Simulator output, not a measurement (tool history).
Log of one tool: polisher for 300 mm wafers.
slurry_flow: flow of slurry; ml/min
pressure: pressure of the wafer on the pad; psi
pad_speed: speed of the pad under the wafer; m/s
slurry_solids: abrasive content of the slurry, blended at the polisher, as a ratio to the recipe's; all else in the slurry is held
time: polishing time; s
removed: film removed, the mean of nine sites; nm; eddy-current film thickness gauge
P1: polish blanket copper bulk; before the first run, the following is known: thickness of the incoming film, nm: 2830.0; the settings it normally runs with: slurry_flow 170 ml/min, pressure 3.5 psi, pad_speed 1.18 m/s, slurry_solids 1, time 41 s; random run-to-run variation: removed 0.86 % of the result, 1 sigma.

| run | hour | slurry_flow | pressure | pad_speed | slurry_solids | time | wafers polished on this pad | hours since the slurry nozzle was cleaned | hours since the head pressure was calibrated | hours since the slurry blender was calibrated | removed |
|---|---|---|---|---|---|---|---|---|---|---|---|
| 1 | 8.8 | 170 | 3.5 | 1.18 | 1 | 41 | 475 | 434.3 | 94.2 | 338.7 | 497.08 |
| 2 | 17.1 | 170 | 2.2 | 1.18 | 1 | 41 | 591 | 442.6 | 102.5 | 347 | 311.13 |
| 3 | 22.8 | 170 | 3.5 | 1.18 | 1.35 | 41 | 671 | 448.3 | 108.2 | 352.7 | 523.74 |
| 4 | 32.4 | 170 | 3.5 | 1.18 | 1 | 41 | 805 | 457.9 | 117.8 | 362.3 | 486.4 |
|  | 37.9 | head pressure recalibrated |
| 5 | 38.7 | 170 | 3.5 | 1.18 | 0.7 | 41 | 893 | 464.2 | 0.9 | 368.6 | 455.02 |
| 6 | 46.5 | 100 | 3.5 | 1.18 | 1 | 41 | 1001 | 472 | 8.7 | 376.4 | 435.08 |
|  | 49 | worn pad replaced by a new one |
| 7 | 54.7 | 170 | 3.5 | 1.18 | 1 | 41 | 79 | 480.2 | 16.9 | 384.6 | 491.7 |
| 8 | 62.6 | 170 | 4.9 | 1.18 | 1 | 41 | 189 | 488.1 | 24.8 | 392.5 | 679.62 |
| 9 | 68.7 | 170 | 3.5 | 0.54 | 1 | 41 | 274 | 494.2 | 30.9 | 398.6 | 221.12 |
|  | 73.4 | slurry nozzle cleaned |
| 10 | 78.6 | 170 | 3.5 | 1.18 | 1 | 41 | 413 | 5.2 | 40.8 | 408.5 | 492.52 |
| 11 | 84.3 | 170 | 3.5 | 1.18 | 1 | 41 | 492 | 10.9 | 46.5 | 414.2 | 489.28 |
| 12 | 93.3 | 170 | 3.5 | 1.64 | 1 | 41 | 618 | 19.9 | 55.5 | 423.2 | 673.04 |
| 13 | 101.6 | 170 | 3.5 | 1.18 | 1 | 41 | 733 | 28.2 | 63.8 | 431.5 | 482.36 |
| 14 | 108.2 | 170 | 3.5 | 1.18 | 1 | 55 | 825 | 34.8 | 70.4 | 438.1 | 652.23 |
| 15 | 112.8 | 240 | 3.5 | 0.8 | 1 | 41 | 890 | 39.4 | 75 | 442.7 | 343.21 |
| 16 | 120 | 220 | 3.5 | 1.18 | 1 | 41 | 990 | 46.6 | 82.2 | 449.9 | 511.89 |
| 17 | 126.3 | 170 | 3.5 | 1.18 | 1 | 25 | 1078 | 52.9 | 88.5 | 456.2 | 300.84 |
| 18 | 135.4 | 170 | 3.5 | 1.18 | 1 | 41 | 1205 | 62 | 97.6 | 465.3 | 487.45 |
| 19 | 142.3 | 170 | 3.5 | 1.18 | 1 | 41 | 1301 | 68.9 | 104.5 | 472.2 | 479.85 |
| 20 | 150.9 | 170 | 3.5 | 1.18 | 1 | 41 | 1421 | 77.5 | 113.1 | 480.8 | 468.61 |
| 21 | 156.5 | 170 | 3.5 | 1.18 | 1 | 41 | 1499 | 83.1 | 118.7 | 486.4 | 459.77 |
| 22 | 165.1 | 170 | 3.5 | 1.18 | 1 | 41 | 1619 | 91.7 | 127.3 | 495 | 451.14 |
|  | 166.9 | slurry blender recalibrated |
| 23 | 174.7 | 170 | 3.5 | 1.18 | 1 | 41 | 1753 | 101.3 | 136.9 | 7.9 | 459.33 |
|  | 179.7 | worn pad replaced by a new one |
| 24 | 179.9 | 170 | 3.5 | 1.18 | 1 | 41 | 2 | 106.5 | 142.1 | 13.1 | 457.92 |
| 25 | 189.4 | 170 | 3.5 | 1.18 | 1 | 41 | 135 | 116 | 151.6 | 22.6 | 447.48 |
| 26 | 196.1 | 170 | 3.5 | 1.18 | 1 | 41 | 228 | 122.7 | 158.3 | 29.3 | 448.95 |

What P1 gives has crept away from where it was. These 2 causes fit the log equally well, each at the size given:
A: slurry flow missing at the pad, % = 35.1
B: head's pressure below its setpoint, % = 7.8
Creep in the process output first set in at about hour 135.4.
Ruled out, with reasons:
removal rate lost through wear of the pad, %: was serviced at hour 179.7, once the creep was under way, yet the earlier output never came back
abrasive missing from the slurry, %: was serviced at hour 166.9, once the creep was under way, yet the earlier output never came back

4 check runs are offered, each on 2 wafers whose results are averaged, their results left as question marks. Which one tells the causes apart?
| check 1 | 202.8 | 170 | 4.6 | 1.18 | 1 | 41 |  |  |  |  | ? |
| check 2 | 202.8 | 100 | 3.5 | 1.18 | 1 | 41 |  |  |  |  | ? |
| check 3 | 202.8 | 170 | 3.5 | 0.88 | 1.2 | 41 |  |  |  |  | ? |
| check 4 | 202.8 | 170 | 3.5 | 0.54 | 0.75 | 41 |  |  |  |  | ? |

Expected result of each check under each candidate cause:
| check | result | if A | if B |
|---|---|---|---|
| check 1 | removed | 592.75 | 592.81 |
| check 2 | removed | 386.83 | 406.22 |
| check 3 | removed | 349.89 | 349.93 |
| check 4 | removed | 194.26 | 194.28 |
Distance between the nearest two causes, measured in the result of the check that separates them most: check 1 0.01 %; check 2 4.89 %; check 3 0.01 %; check 4 0.01 %
The causes can be told apart only by check 2. The other checks would give nearly the same results under each of them.

The results of check 2 are: removed 386 nm. Based on these, which of the listed causes is it?

It was cause A: slurry flow missing at the pad, %.
